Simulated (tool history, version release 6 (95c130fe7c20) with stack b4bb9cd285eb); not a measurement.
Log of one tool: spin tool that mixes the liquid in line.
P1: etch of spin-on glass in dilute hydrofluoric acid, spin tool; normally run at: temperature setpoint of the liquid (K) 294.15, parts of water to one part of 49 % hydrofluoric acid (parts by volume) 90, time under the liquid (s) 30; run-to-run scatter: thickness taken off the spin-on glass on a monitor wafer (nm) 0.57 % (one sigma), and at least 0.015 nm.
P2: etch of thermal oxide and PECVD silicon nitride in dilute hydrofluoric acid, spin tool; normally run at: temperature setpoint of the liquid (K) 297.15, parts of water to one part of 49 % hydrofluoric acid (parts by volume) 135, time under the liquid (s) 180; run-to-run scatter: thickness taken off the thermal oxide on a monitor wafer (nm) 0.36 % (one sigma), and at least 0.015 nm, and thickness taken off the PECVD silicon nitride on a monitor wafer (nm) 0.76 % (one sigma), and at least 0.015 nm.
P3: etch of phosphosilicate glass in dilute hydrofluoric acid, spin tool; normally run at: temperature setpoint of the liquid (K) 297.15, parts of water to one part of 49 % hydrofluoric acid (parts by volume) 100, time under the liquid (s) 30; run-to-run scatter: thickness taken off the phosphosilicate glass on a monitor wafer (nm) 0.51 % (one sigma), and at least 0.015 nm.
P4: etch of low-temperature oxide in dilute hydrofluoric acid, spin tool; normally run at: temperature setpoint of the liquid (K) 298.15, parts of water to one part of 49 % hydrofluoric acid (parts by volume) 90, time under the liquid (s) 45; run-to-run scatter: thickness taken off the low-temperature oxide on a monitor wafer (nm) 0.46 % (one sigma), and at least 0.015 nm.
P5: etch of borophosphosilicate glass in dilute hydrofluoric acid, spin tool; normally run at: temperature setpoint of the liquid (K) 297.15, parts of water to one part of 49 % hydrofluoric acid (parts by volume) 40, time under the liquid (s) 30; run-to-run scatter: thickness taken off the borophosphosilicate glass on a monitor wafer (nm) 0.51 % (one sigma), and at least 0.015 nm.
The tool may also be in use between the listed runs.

run	hour	process that ran	temperature setpoint of the liquid (K)	parts of water to one part of 49 % hydrofluoric acid (parts by volume)	time under the liquid (s)	hours since the thermometer was replaced	hours since the hydrofluoric acid flow meter was replaced	thickness taken off the spin-on glass on a monitor wafer (nm)	thickness taken off the borophosphosilicate glass on a monitor wafer (nm)	thickness taken off the phosphosilicate glass on a monitor wafer (nm)	thickness taken off the thermal oxide on a monitor wafer (nm)	thickness taken off the PECVD silicon nitride on a monitor wafer (nm)	thickness taken off the low-temperature oxide on a monitor wafer (nm)
1	6.7	P1	294.15	90	30	1509.5	181.2	11.1110					
2	12.9	P5	297.15	40	30	1515.7	187.4		31.358				
3	16.3	P3	297.15	100	15	1519.1	190.8			17.330			
4	22.9	P2	300.65	135	180	1525.7	197.4				6.83190	3.34330	
5	28.7	P4	298.15	20	45	1531.5	203.2						48.2050
6	33.7	P2	297.15	135	180	1536.5	208.2				6.01190	2.67690	
7	39.8	P1	294.15	90	15	1542.6	214.3	5.5678					
8	44.3	P3	297.15	45	30	1547.1	218.8			83.531			
9	51.1	P4	292.65	90	45	1553.9	225.6						7.8056
10	54.8	P5	304.65	40	30	1557.6	229.3		43.063				
11	59.1	P2	297.15	135	15	1561.9	233.6				0.50437	0.20822	
12	65.9	P4	298.15	90	45	1568.7	240.4						9.5935
13	70.0	P1	294.15	90	30	1572.8	244.5	11.1200					
14	74.0	P1	294.15	90	30	1576.8	248.5	11.0760					
15	80.9	P4	298.15	90	45	1583.7	255.4						9.6830
16	87.2	P3	297.15	100	30	1590.0	261.7			34.940			
17	90.8	P5	297.15	40	45	1593.6	265.3		47.684				
18	94.9	P1	294.15	55	30	1597.7	269.4	18.9170					
19	98.0	P2	297.15	135	180	1600.8	272.5				6.00010	2.65430	
20	103.5	P1	294.15	90	30	1606.3	278.0	10.9100					
21	108.1	P1	290.15	90	30	1610.9	282.6	9.3377					
22	114.7	P1	290.15	160	30	1617.5	289.2	4.9064					

Forecast run 23:
23	119.9	P1	294.15	90	60	1622.7	294.4	?					

{"run 23": {"thickness taken off the spin-on glass on a monitor wafer (nm)": 21.847}}

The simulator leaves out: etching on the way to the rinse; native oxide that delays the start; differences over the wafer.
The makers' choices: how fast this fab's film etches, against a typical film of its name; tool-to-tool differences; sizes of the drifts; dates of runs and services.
